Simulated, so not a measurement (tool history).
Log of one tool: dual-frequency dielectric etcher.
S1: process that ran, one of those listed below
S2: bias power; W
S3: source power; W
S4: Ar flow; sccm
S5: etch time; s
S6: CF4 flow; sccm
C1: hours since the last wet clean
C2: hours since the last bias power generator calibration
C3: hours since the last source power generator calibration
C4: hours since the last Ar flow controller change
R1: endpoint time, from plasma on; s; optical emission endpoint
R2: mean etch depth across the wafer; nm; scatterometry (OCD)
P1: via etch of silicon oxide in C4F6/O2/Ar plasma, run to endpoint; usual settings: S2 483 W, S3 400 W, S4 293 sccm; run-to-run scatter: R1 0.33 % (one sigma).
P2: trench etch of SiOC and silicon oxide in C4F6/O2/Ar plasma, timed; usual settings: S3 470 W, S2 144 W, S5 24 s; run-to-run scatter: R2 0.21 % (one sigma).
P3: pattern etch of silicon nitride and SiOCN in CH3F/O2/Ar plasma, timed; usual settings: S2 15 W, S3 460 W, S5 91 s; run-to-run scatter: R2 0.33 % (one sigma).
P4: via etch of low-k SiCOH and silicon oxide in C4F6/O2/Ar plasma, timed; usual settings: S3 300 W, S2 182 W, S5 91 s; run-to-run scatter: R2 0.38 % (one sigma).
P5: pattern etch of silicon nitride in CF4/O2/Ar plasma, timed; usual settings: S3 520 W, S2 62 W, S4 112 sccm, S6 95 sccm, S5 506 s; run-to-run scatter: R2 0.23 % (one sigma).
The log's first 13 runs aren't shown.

run     day  S1   S2   S3   S4     S5   S6     C1     C2      C3      C4      R1      R2
 14   6.571  P1  483  400  233              395.6  675.1  1909.8  1336.8   39.53
 15   7.217  P5   62  310  112    506   95  411.1  690.6  1925.3  1352.3           681.8
 16   7.688  P5   62  520   83    506   95  422.4  701.9  1936.6  1363.6          1107.1
 17   8.329  P1  323  400  293              437.8  717.3    1952    1379  46.649
 18   8.979  P4  106  300          91       453.4  732.9  1967.6  1394.6          189.47
 19   9.654  P1  483  530  293              469.6  749.1  1983.8  1410.8   36.26
 20  10.146  P2  144  650          24       481.4  760.9  1995.6  1422.6          53.431
 21  10.525  P4  182  300          91       490.5    770  2004.7  1431.7          225.26
 22  11.117  P3   15  460          91       504.7  784.2  2018.9  1445.9          10.447
 23  11.458  P1  483  400  293              512.9  792.4  2027.1  1454.1  40.411
 24  11.954  P1  359  400  401              524.8  804.3    2039    1466  46.659
 25  12.588  P1  483  400  293                540  819.5  2054.2  1481.2  40.386
 26  13.142  P2  176  470          24       553.3  832.8  2067.5  1494.5          50.181
 27  13.662  P1  483  320  293              565.8  845.3    2080    1507  43.992
 28  14.312  P1  483  400  393              581.4  860.9  2095.6  1522.6  41.979
 29  14.933  P1  621  400  293              596.3  875.8  2110.5  1537.5   36.63
 30  15.496  P5   86  520  112    506   95  609.8  889.3    2124    1551          1217.1
 31  15.967  P5   62  520  112  315.5   95  621.1  900.6  2135.3  1562.3          666.16
 32  16.388  P3   15  460          91       631.2  910.7  2145.4  1572.4          10.456
 33  16.842  P5   62  520  112    506  130  642.1  921.6  2156.3  1583.3          1104.7
 34   17.25  P1  483  400  293              651.9  931.4  2166.1  1593.1  40.589
 35  17.721  P1  483  400  293              663.2  942.7  2177.4  1604.4  40.325
 36  18.367  P1  483  400  293              678.7  958.2  2192.9  1619.9  40.205

Forecast run 37:
 37  18.938  P1  483  400  293          692.4  971.9  2206.6  1633.6   ?

Run 37 gave R1 40.209 s.

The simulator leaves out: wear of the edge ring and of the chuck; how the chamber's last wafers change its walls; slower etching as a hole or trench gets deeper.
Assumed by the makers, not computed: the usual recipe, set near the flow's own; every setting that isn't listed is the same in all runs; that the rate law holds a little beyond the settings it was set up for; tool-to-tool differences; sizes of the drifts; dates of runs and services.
